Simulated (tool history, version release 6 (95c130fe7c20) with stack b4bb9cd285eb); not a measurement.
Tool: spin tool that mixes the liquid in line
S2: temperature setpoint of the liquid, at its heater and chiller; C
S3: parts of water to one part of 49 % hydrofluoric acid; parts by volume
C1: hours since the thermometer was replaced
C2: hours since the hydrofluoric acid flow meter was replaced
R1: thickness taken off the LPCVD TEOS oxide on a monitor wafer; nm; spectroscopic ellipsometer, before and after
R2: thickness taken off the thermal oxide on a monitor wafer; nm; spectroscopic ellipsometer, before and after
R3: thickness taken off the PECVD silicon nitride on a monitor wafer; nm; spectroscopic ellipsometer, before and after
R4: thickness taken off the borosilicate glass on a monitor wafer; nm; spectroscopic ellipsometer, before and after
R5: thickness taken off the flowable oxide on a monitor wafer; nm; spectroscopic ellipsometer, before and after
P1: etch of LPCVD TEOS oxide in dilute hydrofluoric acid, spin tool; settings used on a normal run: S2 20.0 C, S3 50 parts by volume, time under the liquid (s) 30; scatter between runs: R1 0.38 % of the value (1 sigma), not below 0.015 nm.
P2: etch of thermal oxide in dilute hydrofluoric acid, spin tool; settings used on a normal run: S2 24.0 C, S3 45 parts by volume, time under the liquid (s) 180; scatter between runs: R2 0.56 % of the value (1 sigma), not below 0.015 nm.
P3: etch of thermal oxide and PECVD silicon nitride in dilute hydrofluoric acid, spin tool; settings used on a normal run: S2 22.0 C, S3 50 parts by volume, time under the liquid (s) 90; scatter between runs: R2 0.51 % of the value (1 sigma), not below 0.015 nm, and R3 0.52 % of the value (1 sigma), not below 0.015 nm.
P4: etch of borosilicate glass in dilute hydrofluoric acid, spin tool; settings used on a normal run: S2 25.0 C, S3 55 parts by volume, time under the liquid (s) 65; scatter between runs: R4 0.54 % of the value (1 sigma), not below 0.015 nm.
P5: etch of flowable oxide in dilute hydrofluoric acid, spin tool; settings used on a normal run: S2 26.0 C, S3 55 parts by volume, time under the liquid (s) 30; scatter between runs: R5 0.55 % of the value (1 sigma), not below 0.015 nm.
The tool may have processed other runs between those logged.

run 1 hour=13.5 | process_that_ran=P1 S2=20.0 S3=50 time_under_the_liquid_(s)=30 | C1=434.5 C2=1290.9 | R1=17.7170
run 2 hour=25.2 | process_that_ran=P3 S2=22.0 S3=25 time_under_the_liquid_(s)=90 | C1=446.2 C2=1302.6 | R2=17.9640 R3=14.6070
run 3 hour=35.5 | process_that_ran=P4 S2=25.0 S3=55 time_under_the_liquid_(s)=65 | C1=456.5 C2=1312.9 | R4=53.951
run 4 hour=48.3 | process_that_ran=P2 S2=19.5 S3=45 time_under_the_liquid_(s)=180 | C1=469.3 C2=1325.7 | R2=17.0990
run 5 hour=58.6 | process_that_ran=P5 S2=26.0 S3=55 time_under_the_liquid_(s)=30 | C1=479.6 C2=1336.0 | R5=22.476
run 6 hour=73.9 | process_that_ran=P2 S2=24.0 S3=45 time_under_the_liquid_(s)=180 | C1=494.9 C2=1351.3 | R2=20.6970
run 7 hour=86.7 | process_that_ran=P1 S2=20.0 S3=50 time_under_the_liquid_(s)=30 | C1=507.7 C2=1364.1 | R1=17.6820
run 8 hour=97.6 | process_that_ran=P3 S2=17.0 S3=50 time_under_the_liquid_(s)=90 | C1=518.6 C2=1375.0 | R2=6.9976 R3=5.2936
run 9 hour=106.9 | process_that_ran=P1 S2=27.5 S3=50 time_under_the_liquid_(s)=30 | C1=527.9 C2=1384.3 | R1=23.9980
run 10 hour=115.7 | process_that_ran=P4 S2=25.0 S3=95 time_under_the_liquid_(s)=65 | C1=536.7 C2=1393.1 | R4=29.649
run 11 hour=123.8 | process_that_ran=P3 S2=22.0 S3=50 time_under_the_liquid_(s)=90 | C1=544.8 C2=1401.2 | R2=8.7411 R3=7.5324
run 12 hour=140.0 | process_that_ran=P4 S2=20.0 S3=55 time_under_the_liquid_(s)=65 | C1=561.0 C2=1417.4 | R4=43.687
run 13 hour=150.8 | process_that_ran=P2 S2=24.0 S3=45 time_under_the_liquid_(s)=85 | C1=571.8 C2=1428.2 | R2=9.6192
run 14 hour=158.8 | process_that_ran=P1 S2=20.0 S3=80 time_under_the_liquid_(s)=15 | C1=579.8 C2=1436.2 | R1=5.3047
run 15 hour=166.5 | process_that_ran=P1 S2=20.0 S3=50 time_under_the_liquid_(s)=30 | C1=587.5 C2=1443.9 | R1=17.7910
run 16 hour=182.5 | process_that_ran=P1 S2=20.0 S3=50 time_under_the_liquid_(s)=45 | C1=603.5 C2=1459.9 | R1=26.6290
run 17 hour=193.8 | process_that_ran=P1 S2=20.0 S3=20 time_under_the_liquid_(s)=30 | C1=614.8 C2=1471.2 | R1=45.9690
run 18 hour=209.8 | process_that_ran=P2 S2=24.0 S3=25 time_under_the_liquid_(s)=180 | C1=630.8 C2=1487.2 | R2=38.1680
run 19 hour=227.4 | process_that_ran=P5 S2=21.5 S3=55 time_under_the_liquid_(s)=30 | C1=648.4 C2=1504.8 | R5=18.769
run 20 hour=237.6 | process_that_ran=P3 S2=22.0 S3=50 time_under_the_liquid_(s)=90 | C1=658.6 C2=1515.0 | R2=8.7399 R3=7.4266
run 21 hour=250.0 | process_that_ran=P5 S2=26.0 S3=25 time_under_the_liquid_(s)=30 | C1=671.0 C2=1527.4 | R5=52.309
run 22 hour=262.7 | process_that_ran=P1 S2=17.0 S3=50 time_under_the_liquid_(s)=30 | C1=683.7 C2=1540.1 | R1=15.4900
run 23 hour=279.2 | process_that_ran=P5 S2=26.0 S3=55 time_under_the_liquid_(s)=15 | C1=700.2 C2=1556.6 | R5=11.237
run 24 hour=289.8 | process_that_ran=P1 S2=20.0 S3=20 time_under_the_liquid_(s)=60 | C1=710.8 C2=1567.2 | R1=91.3440
run 25 hour=298.8 | process_that_ran=P3 S2=22.0 S3=50 time_under_the_liquid_(s)=40 | C1=719.8 C2=1576.2 | R2=3.8585 R3=3.3206
run 26 hour=306.5 | process_that_ran=P5 S2=26.0 S3=55 time_under_the_liquid_(s)=30 | C1=727.5 C2=1583.9 | R5=22.459
run 27 hour=318.4 | process_that_ran=P2 S2=24.0 S3=45 time_under_the_liquid_(s)=180 | C1=739.4 C2=1595.8 | R2=20.8030
run 28 hour=328.7 | process_that_ran=P1 S2=20.0 S3=50 time_under_the_liquid_(s)=15 | C1=749.7 C2=1606.1 | R1=8.8051
run 29 hour=344.3 | process_that_ran=P4 S2=25.0 S3=55 time_under_the_liquid_(s)=65 | C1=765.3 C2=1621.7 | R4=54.176
run 30 hour=355.3 | process_that_ran=P4 S2=25.0 S3=55 time_under_the_liquid_(s)=100 | C1=776.3 C2=1632.7 | R4=82.934
run 31 hour=367.4 | process_that_ran=P1 S2=20.0 S3=50 time_under_the_liquid_(s)=30 | C1=788.4 C2=1644.8 | R1=17.7670
run 32 hour=381.9 | process_that_ran=P1 S2=20.0 S3=80 time_under_the_liquid_(s)=30 | C1=802.9 C2=1659.3 | R1=10.6970
run 33 hour=393.0 | process_that_ran=P1 S2=20.0 S3=50 time_under_the_liquid_(s)=30 | C1=814.0 C2=1670.4 | R1=17.6710
run 34 hour=409.9 | process_that_ran=P1 S2=20.0 S3=50 time_under_the_liquid_(s)=30 | C1=830.9 C2=1687.3 | R1=17.0040
run 35 hour=419.2 | process_that_ran=P1 S2=20.0 S3=50 time_under_the_liquid_(s)=30 | C1=840.2 C2=1696.6 | R1=16.9170
run 36 hour=433.5 | process_that_ran=P1 S2=20.0 S3=50 time_under_the_liquid_(s)=30 | C1=854.5 C2=1710.9 | R1=16.5140
run 37 hour=444.1 | process_that_ran=P1 S2=20.0 S3=50 time_under_the_liquid_(s)=30 | C1=865.1 C2=1721.5 | R1=16.5110
run 38 hour=460.3 | process_that_ran=P1 S2=20.0 S3=50 time_under_the_liquid_(s)=30 | C1=881.3 C2=1737.7 | R1=16.2780
run 39 hour=475.0 | process_that_ran=P1 S2=20.0 S3=50 time_under_the_liquid_(s)=30 | C1=896.0 C2=1752.4 | R1=16.3090
run 40 hour=489.6 | process_that_ran=P1 S2=20.0 S3=50 time_under_the_liquid_(s)=30 | C1=910.6 C2=1767.0 | R1=16.2030
run 41 hour=499.6 | process_that_ran=P1 S2=20.0 S3=50 time_under_the_liquid_(s)=30 | C1=920.6 C2=1777.0 | R1=16.1410
run 42 hour=514.5 | process_that_ran=P1 S2=20.0 S3=50 time_under_the_liquid_(s)=30 | C1=935.5 C2=1791.9 | R1=16.1680
run 43 hour=525.3 | process_that_ran=P1 S2=20.0 S3=50 time_under_the_liquid_(s)=30 | C1=946.3 C2=1802.7 | R1=16.2540

P1 has crept away from where it was. The log is fitted equally well by each of these 2 causes, at the sizes shown:
A: hydrofluoric acid flow below the setpoint (%) = 7.91
B: liquid colder than its thermometer reads (K) = 2.05
At approximately hour 393.0, the process output began to creep.

Question marks stand in for the results of the 4 check runs listed below, each run on one wafer. Under which run would the listed causes show clearly different results?
run check 1 hour=536.1 | process_that_ran=P3 S2=22.0 S3=50 time_under_the_liquid_(s)=90 | R2=? R3=?
run check 2 hour=536.1 | process_that_ran=P5 S2=26.0 S3=55 time_under_the_liquid_(s)=30 | R5=?
run check 3 hour=536.1 | process_that_ran=P2 S2=24.0 S3=45 time_under_the_liquid_(s)=180 | R2=?
run check 4 hour=536.1 | process_that_ran=P4 S2=25.0 S3=55 time_under_the_liquid_(s)=65 | R4=?

Check results expected under each cause:
check=check_1 result=R2 if_A=7.9793 if_B=7.9898
check=check_1 result=R3 if_A=6.9141 if_B=6.5046
check=check_2 result=R5 if_A=20.616 if_B=20.729
check=check_3 result=R2 if_A=18.9730 if_B=19.0160
check=check_4 result=R4 if_A=49.410 if_B=49.640
How far apart the two closest causes lie, in the result that separates them most: check 1 6.11 %; check 2 0.55 %; check 3 0.23 %; check 4 0.46 %
Check 1 is the one run that separates the causes; every other check would come out nearly the same whichever cause is at work.

Check 1 was then run and gave: R2 7.9491 nm; R3 6.4613 nm. Which cause is it?

The cause is B: liquid colder than its thermometer reads (K).

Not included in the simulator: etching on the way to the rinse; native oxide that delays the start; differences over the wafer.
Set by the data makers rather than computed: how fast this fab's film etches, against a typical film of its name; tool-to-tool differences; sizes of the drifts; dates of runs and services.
